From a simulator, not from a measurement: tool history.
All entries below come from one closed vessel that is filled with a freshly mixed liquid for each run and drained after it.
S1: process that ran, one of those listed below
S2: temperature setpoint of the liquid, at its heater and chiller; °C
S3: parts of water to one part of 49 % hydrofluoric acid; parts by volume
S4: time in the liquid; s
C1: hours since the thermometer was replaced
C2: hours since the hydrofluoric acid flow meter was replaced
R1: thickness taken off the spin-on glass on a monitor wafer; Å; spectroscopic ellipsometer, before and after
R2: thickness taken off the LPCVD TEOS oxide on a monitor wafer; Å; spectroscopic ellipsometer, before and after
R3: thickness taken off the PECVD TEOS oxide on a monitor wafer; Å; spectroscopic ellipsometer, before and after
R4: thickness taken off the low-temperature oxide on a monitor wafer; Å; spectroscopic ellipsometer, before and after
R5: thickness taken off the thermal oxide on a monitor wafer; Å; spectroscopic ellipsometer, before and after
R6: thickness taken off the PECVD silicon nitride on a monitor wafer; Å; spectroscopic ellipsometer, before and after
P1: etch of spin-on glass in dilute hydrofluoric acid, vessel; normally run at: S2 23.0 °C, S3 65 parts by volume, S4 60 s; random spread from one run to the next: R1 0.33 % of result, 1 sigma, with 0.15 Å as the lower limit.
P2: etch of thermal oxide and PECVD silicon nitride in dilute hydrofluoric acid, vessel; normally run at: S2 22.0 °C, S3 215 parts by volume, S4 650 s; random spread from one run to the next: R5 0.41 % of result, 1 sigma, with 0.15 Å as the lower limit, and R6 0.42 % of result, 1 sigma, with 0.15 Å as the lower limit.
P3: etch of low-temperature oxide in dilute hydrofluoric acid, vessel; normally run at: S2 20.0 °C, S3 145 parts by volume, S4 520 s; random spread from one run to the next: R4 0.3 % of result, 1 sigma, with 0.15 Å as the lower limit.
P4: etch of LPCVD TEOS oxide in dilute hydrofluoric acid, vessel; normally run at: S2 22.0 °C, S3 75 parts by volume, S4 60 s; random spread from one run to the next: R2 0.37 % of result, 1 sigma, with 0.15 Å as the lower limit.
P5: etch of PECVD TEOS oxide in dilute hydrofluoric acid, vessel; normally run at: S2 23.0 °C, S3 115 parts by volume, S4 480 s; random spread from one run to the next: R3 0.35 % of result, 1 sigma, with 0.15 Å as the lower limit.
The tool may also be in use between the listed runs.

| run | hour | S1 | S2 | S3 | S4 | C1 | C2 | R1 | R2 | R3 | R4 | R5 | R6 |
|---|---|---|---|---|---|---|---|---|---|---|---|---|---|
| 1 | 13.0 | P1 | 23.0 | 65 | 60 | 803.8 | 631.5 | 403.12 |  |  |  |  |  |
| 2 | 24.4 | P4 | 29.0 | 75 | 60 | 815.2 | 642.9 |  | 386.11 |  |  |  |  |
| 3 | 31.9 | P5 | 23.0 | 115 | 110 | 822.7 | 650.4 |  |  | 78.733 |  |  |  |
| 4 | 47.1 | P1 | 23.0 | 65 | 60 | 837.9 | 665.6 | 403.89 |  |  |  |  |  |
| 5 | 53.9 | P1 | 23.0 | 65 | 105 | 844.7 | 672.4 | 705.88 |  |  |  |  |  |
| 6 | 61.2 | P3 | 20.0 | 50 | 520 | 852.0 | 679.7 |  |  |  | 1103.20 |  |  |
| 7 | 74.3 | P4 | 22.0 | 35 | 60 | 865.1 | 692.8 |  | 656.28 |  |  |  |  |
| 8 | 89.1 | P4 | 22.0 | 75 | 60 | 879.9 | 707.6 |  | 291.91 |  |  |  |  |
| 9 | 102.5 | P2 | 22.0 | 45 | 650 | 893.3 | 721.0 |  |  |  |  | 671.810 | 351.480 |
| 10 | 117.9 | P1 | 17.0 | 65 | 60 | 908.7 | 736.4 | 315.44 |  |  |  |  |  |
| 11 | 128.2 | P1 | 23.0 | 65 | 60 | 919.0 | 746.7 | 402.65 |  |  |  |  |  |
| 12 | 143.0 | P3 | 26.5 | 145 | 520 | 933.8 | 761.5 |  |  |  | 439.93 |  |  |
| 13 | 152.0 | P3 | 20.0 | 145 | 520 | 942.8 | 770.5 |  |  |  | 340.57 |  |  |
| 14 | 165.0 | P1 | 26.0 | 100 | 60 | 955.8 | 783.5 | 282.50 |  |  |  |  |  |
| 15 | 180.3 | P5 | 23.0 | 115 | 480 | 971.1 | 798.8 |  |  | 343.100 |  |  |  |
| 16 | 193.8 | P1 | 23.0 | 65 | 60 | 984.6 | 812.3 | 403.90 |  |  |  |  |  |
| 17 | 206.4 | P1 | 23.0 | 65 | 60 | 997.2 | 824.9 | 404.17 |  |  |  |  |  |
| 18 | 216.5 | P2 | 22.0 | 215 | 305 | 1007.3 | 835.0 |  |  |  |  | 54.623 | 35.205 |
| 19 | 228.2 | P1 | 23.0 | 90 | 115 | 1019.0 | 846.7 | 543.11 |  |  |  |  |  |
| 20 | 239.3 | P1 | 23.0 | 65 | 30 | 1030.1 | 857.8 | 201.64 |  |  |  |  |  |
| 21 | 253.9 | P4 | 22.0 | 75 | 60 | 1044.7 | 872.4 |  | 290.76 |  |  |  |  |
| 22 | 265.0 | P4 | 22.0 | 75 | 30 | 1055.8 | 883.5 |  | 145.03 |  |  |  |  |
| 23 | 276.9 | P1 | 23.0 | 65 | 60 | 1067.7 | 895.4 | 403.11 |  |  |  |  |  |
| 24 | 291.0 | P1 | 23.0 | 110 | 60 | 1081.8 | 909.5 | 226.09 |  |  |  |  |  |
| 25 | 303.3 | P3 | 20.0 | 145 | 1005 | 1094.1 | 921.8 |  |  |  | 662.98 |  |  |
| 26 | 310.5 | P1 | 23.0 | 65 | 60 | 1101.3 | 929.0 | 405.15 |  |  |  |  |  |
| 27 | 320.7 | P1 | 23.0 | 20 | 60 | 1111.5 | 939.2 | 1396.40 |  |  |  |  |  |
| 28 | 329.3 | P2 | 22.0 | 215 | 650 | 1120.1 | 947.8 |  |  |  |  | 115.620 | 75.720 |
| 29 | 342.4 | P1 | 28.0 | 100 | 60 | 1133.2 | 960.9 | 305.40 |  |  |  |  |  |
| 30 | 353.3 | P3 | 20.0 | 145 | 520 | 1144.1 | 971.8 |  |  |  | 342.66 |  |  |
| 31 | 364.3 | P1 | 31.0 | 65 | 60 | 1155.1 | 982.8 | 556.78 |  |  |  |  |  |

For run 32, what comes out?
| 32 | 379.3 | P5 | 29.0 | 115 | 480 | 1170.1 | 997.8 |  |  | ? |  |  |  |

Run 32 measured R3 432.120 Å.
